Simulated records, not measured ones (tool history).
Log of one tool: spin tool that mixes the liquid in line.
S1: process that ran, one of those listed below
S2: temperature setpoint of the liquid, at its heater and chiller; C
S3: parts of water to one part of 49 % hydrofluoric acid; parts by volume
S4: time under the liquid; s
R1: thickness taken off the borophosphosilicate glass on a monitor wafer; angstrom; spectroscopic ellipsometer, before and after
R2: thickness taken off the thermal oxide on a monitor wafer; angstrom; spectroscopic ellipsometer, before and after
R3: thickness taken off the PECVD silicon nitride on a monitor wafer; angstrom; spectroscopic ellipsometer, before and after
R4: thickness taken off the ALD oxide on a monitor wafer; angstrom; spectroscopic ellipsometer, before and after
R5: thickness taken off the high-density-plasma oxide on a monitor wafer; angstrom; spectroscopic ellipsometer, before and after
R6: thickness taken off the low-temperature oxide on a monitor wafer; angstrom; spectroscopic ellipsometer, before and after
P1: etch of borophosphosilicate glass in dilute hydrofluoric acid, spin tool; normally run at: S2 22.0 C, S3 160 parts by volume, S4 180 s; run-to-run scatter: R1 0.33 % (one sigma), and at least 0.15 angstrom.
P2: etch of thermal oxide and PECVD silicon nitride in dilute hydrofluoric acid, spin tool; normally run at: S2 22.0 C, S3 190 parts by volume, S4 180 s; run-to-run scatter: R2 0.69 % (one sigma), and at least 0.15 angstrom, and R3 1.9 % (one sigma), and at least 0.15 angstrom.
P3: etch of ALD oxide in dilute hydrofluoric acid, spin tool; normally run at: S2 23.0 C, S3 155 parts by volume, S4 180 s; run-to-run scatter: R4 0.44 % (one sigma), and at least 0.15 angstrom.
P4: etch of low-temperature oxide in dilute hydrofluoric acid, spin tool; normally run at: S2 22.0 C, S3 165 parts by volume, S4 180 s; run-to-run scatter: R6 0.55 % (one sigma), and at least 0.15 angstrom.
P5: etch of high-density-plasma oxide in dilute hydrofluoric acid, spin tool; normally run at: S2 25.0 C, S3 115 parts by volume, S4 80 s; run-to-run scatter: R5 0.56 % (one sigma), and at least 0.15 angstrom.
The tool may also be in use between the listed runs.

run,hour,S1,S2,S3,S4,R1,R2,R3,R4,R5,R6
1,8.0,P1,22.0,160,180,461.73,,,,,
2,16.5,P1,22.0,265,180,250.93,,,,,
3,25.7,P2,22.0,190,35,,7.3867,2.7866,,,
4,36.5,P1,22.0,160,180,460.26,,,,,
5,47.4,P3,23.0,155,180,,,,155.62,,
6,59.3,P5,25.0,115,15,,,,,10.119,
7,66.8,P5,25.0,115,80,,,,,54.588,
8,77.6,P3,23.0,155,180,,,,157.09,,
9,89.7,P1,22.0,65,180,1276.50,,,,,
10,96.4,P1,22.0,160,180,461.25,,,,,
11,103.9,P4,22.0,65,180,,,,,,380.050
12,113.5,P4,22.0,165,180,,,,,,133.410
13,124.1,P1,22.0,160,345,884.19,,,,,
14,130.1,P1,22.0,160,180,464.06,,,,,
15,137.0,P1,22.0,160,180,461.90,,,,,
16,146.7,P2,22.0,95,180,,82.7130,29.2740,,,
17,156.9,P5,19.5,115,80,,,,,43.942,
18,163.4,P4,22.0,165,180,,,,,,133.590
19,169.8,P4,22.0,165,45,,,,,,33.265
20,180.7,P2,22.0,190,180,,37.3810,14.2660,,,
21,189.0,P3,23.0,215,180,,,,105.22,,
22,200.1,P1,17.0,160,180,379.74,,,,,
23,206.0,P3,28.0,155,180,,,,189.43,,
24,211.5,P2,26.0,190,180,,43.1000,19.1980,,,
25,219.3,P1,29.0,160,180,604.63,,,,,
26,226.0,P4,28.5,165,180,,,,,,171.000
27,234.3,P1,22.0,160,180,463.24,,,,,
28,240.5,P3,23.0,155,275,,,,238.45,,
29,250.4,P1,22.0,160,80,206.06,,,,,
30,256.0,P1,22.0,160,180,461.22,,,,,
# hour 257.5: hydrofluoric acid flow meter replaced
31,265.2,P5,25.0,210,80,,,,,26.685,
32,275.9,P1,22.0,260,255,364.61,,,,,
33,287.4,P1,22.0,160,180,462.60,,,,,
34,297.2,P1,22.0,160,180,450.37,,,,,
35,303.9,P1,22.0,160,180,444.79,,,,,
36,309.4,P1,22.0,160,180,440.88,,,,,
37,321.6,P1,22.0,160,180,433.93,,,,,
38,328.4,P1,22.0,160,180,432.42,,,,,
39,336.7,P1,22.0,160,180,430.00,,,,,
40,346.2,P1,22.0,160,180,428.32,,,,,
41,353.2,P1,22.0,160,180,426.92,,,,,
42,364.8,P1,22.0,160,180,426.96,,,,,
43,374.9,P1,22.0,160,180,424.43,,,,,
44,382.5,P1,22.0,160,180,423.73,,,,,

What P1 gives has crept away from where it was. These 2 causes fit the log equally well, each at the size given:
A: hydrofluoric acid flow below the setpoint (%) = 6.84
B: liquid colder than its thermometer reads (K) = 2.13
The creep began at about hour 287.4.

4 check runs are offered, each on 5 wafers whose results are averaged, their results left as question marks. Which one tells the causes apart?
check 1,390.1,P2,22.0,190,180,,?,?,,,
check 2,390.1,P5,25.0,115,80,,,,,?,
check 3,390.1,P3,23.0,155,180,,,,?,,
check 4,390.1,P4,22.0,165,180,,,,,,?

What each check would give under each cause:
check,result,if A,if B
check 1,R2,34.4070,34.5210
check 1,R3,13.5590,12.6470
check 2,R5,50.099,49.980
check 3,R4,143.81,143.88
check 4,R6,122.080,122.150
How far apart the two closest causes lie, in the result that separates them most: check 1 6.96 %; check 2 0.24 %; check 3 0.05 %; check 4 0.05 %
Check 1 tells the causes apart: in the others they would give nearly the same result.

Then check 1 was run and gave: R2 34.6910 angstrom; R3 12.6820 angstrom. Which cause is it?

It is B: liquid colder than its thermometer reads (K).

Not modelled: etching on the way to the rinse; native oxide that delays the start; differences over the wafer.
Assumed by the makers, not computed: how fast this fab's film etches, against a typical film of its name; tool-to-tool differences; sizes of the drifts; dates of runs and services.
